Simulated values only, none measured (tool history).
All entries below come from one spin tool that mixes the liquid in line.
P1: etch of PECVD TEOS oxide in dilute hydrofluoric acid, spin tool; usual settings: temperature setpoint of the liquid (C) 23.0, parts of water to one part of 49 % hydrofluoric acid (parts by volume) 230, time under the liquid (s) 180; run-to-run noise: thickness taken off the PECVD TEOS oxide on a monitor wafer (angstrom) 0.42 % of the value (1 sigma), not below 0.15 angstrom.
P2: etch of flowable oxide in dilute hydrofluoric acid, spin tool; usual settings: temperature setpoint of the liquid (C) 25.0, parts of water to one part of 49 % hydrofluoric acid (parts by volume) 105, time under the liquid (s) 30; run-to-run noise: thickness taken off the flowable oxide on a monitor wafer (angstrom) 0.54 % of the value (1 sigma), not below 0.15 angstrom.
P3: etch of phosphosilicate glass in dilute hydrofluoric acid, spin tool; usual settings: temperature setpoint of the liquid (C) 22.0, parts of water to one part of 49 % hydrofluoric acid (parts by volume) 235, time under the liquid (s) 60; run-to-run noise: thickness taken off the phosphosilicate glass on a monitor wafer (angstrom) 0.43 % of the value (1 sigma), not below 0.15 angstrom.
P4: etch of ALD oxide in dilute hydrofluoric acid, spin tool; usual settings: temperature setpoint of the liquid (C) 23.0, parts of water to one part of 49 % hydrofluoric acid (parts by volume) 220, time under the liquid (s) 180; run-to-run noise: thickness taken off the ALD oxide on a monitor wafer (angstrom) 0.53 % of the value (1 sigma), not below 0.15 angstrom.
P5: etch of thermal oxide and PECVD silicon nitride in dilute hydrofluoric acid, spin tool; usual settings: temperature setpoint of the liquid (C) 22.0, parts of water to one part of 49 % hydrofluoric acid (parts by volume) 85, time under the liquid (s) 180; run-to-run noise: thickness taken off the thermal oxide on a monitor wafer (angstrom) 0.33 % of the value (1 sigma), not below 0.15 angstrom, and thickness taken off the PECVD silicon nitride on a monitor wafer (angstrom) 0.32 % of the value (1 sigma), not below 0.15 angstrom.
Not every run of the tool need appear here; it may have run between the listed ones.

run	hour	process that ran	temperature setpoint of the liquid (C)	parts of water to one part of 49 % hydrofluoric acid (parts by volume)	time under the liquid (s)	hours since the thermometer was replaced	hours since the hydrofluoric acid flow meter was replaced	thickness taken off the PECVD TEOS oxide on a monitor wafer (angstrom)	thickness taken off the flowable oxide on a monitor wafer (angstrom)	thickness taken off the thermal oxide on a monitor wafer (angstrom)	thickness taken off the PECVD silicon nitride on a monitor wafer (angstrom)	thickness taken off the ALD oxide on a monitor wafer (angstrom)	thickness taken off the phosphosilicate glass on a monitor wafer (angstrom)
1	16.4	P1	23.0	230	180	1353.3	1607.2	54.710					
2	32.0	P1	17.0	230	55	1368.9	1622.8	13.749					
3	43.9	P2	33.0	105	30	1380.8	1634.7		198.90				
4	55.0	P5	22.0	85	180	1391.9	1645.8			97.716	68.855		
5	66.5	P4	17.0	220	180	1403.4	1657.3					100.200	
6	77.9	P1	23.0	230	180	1414.8	1668.7	55.041					
7	89.8	P1	17.5	230	180	1426.7	1680.6	44.404					
8	99.4	P5	26.5	85	180	1436.3	1690.2			118.250	92.238		
9	116.3	P1	23.0	230	60	1453.2	1707.1	18.425					
# hour 118.7: hydrofluoric acid flow meter replaced
10	127.4	P5	22.0	150	180	1464.3	8.7			52.072	39.652		
11	141.8	P2	25.0	105	30	1478.7	23.1		145.58				
12	158.3	P4	23.0	220	280	1495.2	39.6					195.390	
13	166.2	P1	23.0	50	180	1503.1	47.5	310.340					
14	178.7	P1	23.0	230	180	1515.6	60.0	54.969					
15	190.9	P3	22.0	125	60	1527.8	72.2						405.71
16	200.7	P1	23.0	230	325	1537.6	82.0	99.534					
17	218.0	P1	23.0	230	180	1554.9	99.3	54.517					
18	229.0	P2	25.0	30	30	1565.9	110.3		566.74				
19	236.9	P5	22.0	85	180	1573.8	118.2			98.832	68.408		
20	254.2	P3	22.0	235	15	1591.1	135.5						48.07
21	270.2	P1	23.0	230	180	1607.1	151.5	55.056					
22	284.2	P1	29.5	230	180	1621.1	165.5	69.165					
23	298.3	P5	22.0	85	345	1635.2	179.6			189.890	131.720		
24	310.2	P1	17.0	330	180	1647.1	191.5	27.933					
25	324.1	P3	22.0	235	60	1661.0	205.4						192.59
26	333.5	P4	23.0	220	180	1670.4	214.8					125.480	
27	344.9	P4	23.0	350	180	1681.8	226.2					69.749	
28	353.7	P1	23.0	230	180	1690.6	235.0	54.958					
29	365.5	P1	23.0	320	180	1702.4	246.8	36.057					
30	382.0	P2	25.0	105	60	1718.9	263.3		295.12				
31	391.6	P3	30.0	235	60	1728.5	272.9						257.86
32	402.9	P4	23.0	220	180	1739.8	284.2					126.460	
33	411.4	P1	23.0	230	180	1748.3	292.7	55.009					
34	421.7	P1	23.0	230	180	1758.6	303.0	56.485					
35	434.3	P1	23.0	230	180	1771.2	315.6	57.767					
36	447.1	P1	23.0	230	180	1784.0	328.4	58.040					
37	460.8	P1	23.0	230	180	1797.7	342.1	58.565					
38	472.0	P1	23.0	230	180	1808.9	353.3	58.547					
39	487.7	P1	23.0	230	180	1824.6	369.0	58.876					
40	496.2	P1	23.0	230	180	1833.1	377.5	58.816					

The output of P1 has drifted from where it used to be. Each of the 2 causes below, taken at the size shown beside it, accounts for the log equally well:
A: liquid hotter than its thermometer reads (K) = 1.93
B: hydrofluoric acid flow above the setpoint (%) = 5.84
The onset of the drift is placed at about hour 411.4.

4 check runs are offered, one wafer each, their results left as question marks. Which one tells the causes apart?
check 1	504.7	P5	22.0	125	180					?	?		
check 2	504.7	P4	19.5	220	180							?	
check 3	504.7	P3	27.5	235	60								?
check 4	504.7	P2	28.5	105	30				?				

Outcome of each check run for each possible cause:
check	result	if A	if B
check 1	thickness taken off the thermal oxide on a monitor wafer (angstrom)	69.025	68.254
check 1	thickness taken off the PECVD silicon nitride on a monitor wafer (angstrom)	53.496	49.821
check 2	thickness taken off the ALD oxide on a monitor wafer (angstrom)	118.210	117.630
check 3	thickness taken off the phosphosilicate glass on a monitor wafer (angstrom)	250.79	252.09
check 4	thickness taken off the flowable oxide on a monitor wafer (angstrom)	180.58	179.18
How far apart the two closest causes lie, in the result that separates them most: check 1 7.12 %; check 2 0.49 %; check 3 0.52 %; check 4 0.78 %
The causes can be told apart only by check 1. The other checks would give nearly the same results under each of them.

Check 1 was then run and gave: thickness taken off the thermal oxide on a monitor wafer (angstrom) 69.292; thickness taken off the PECVD silicon nitride on a monitor wafer (angstrom) 53.711. Which cause is it?

Of the candidate causes, it is A: liquid hotter than its thermometer reads (K).
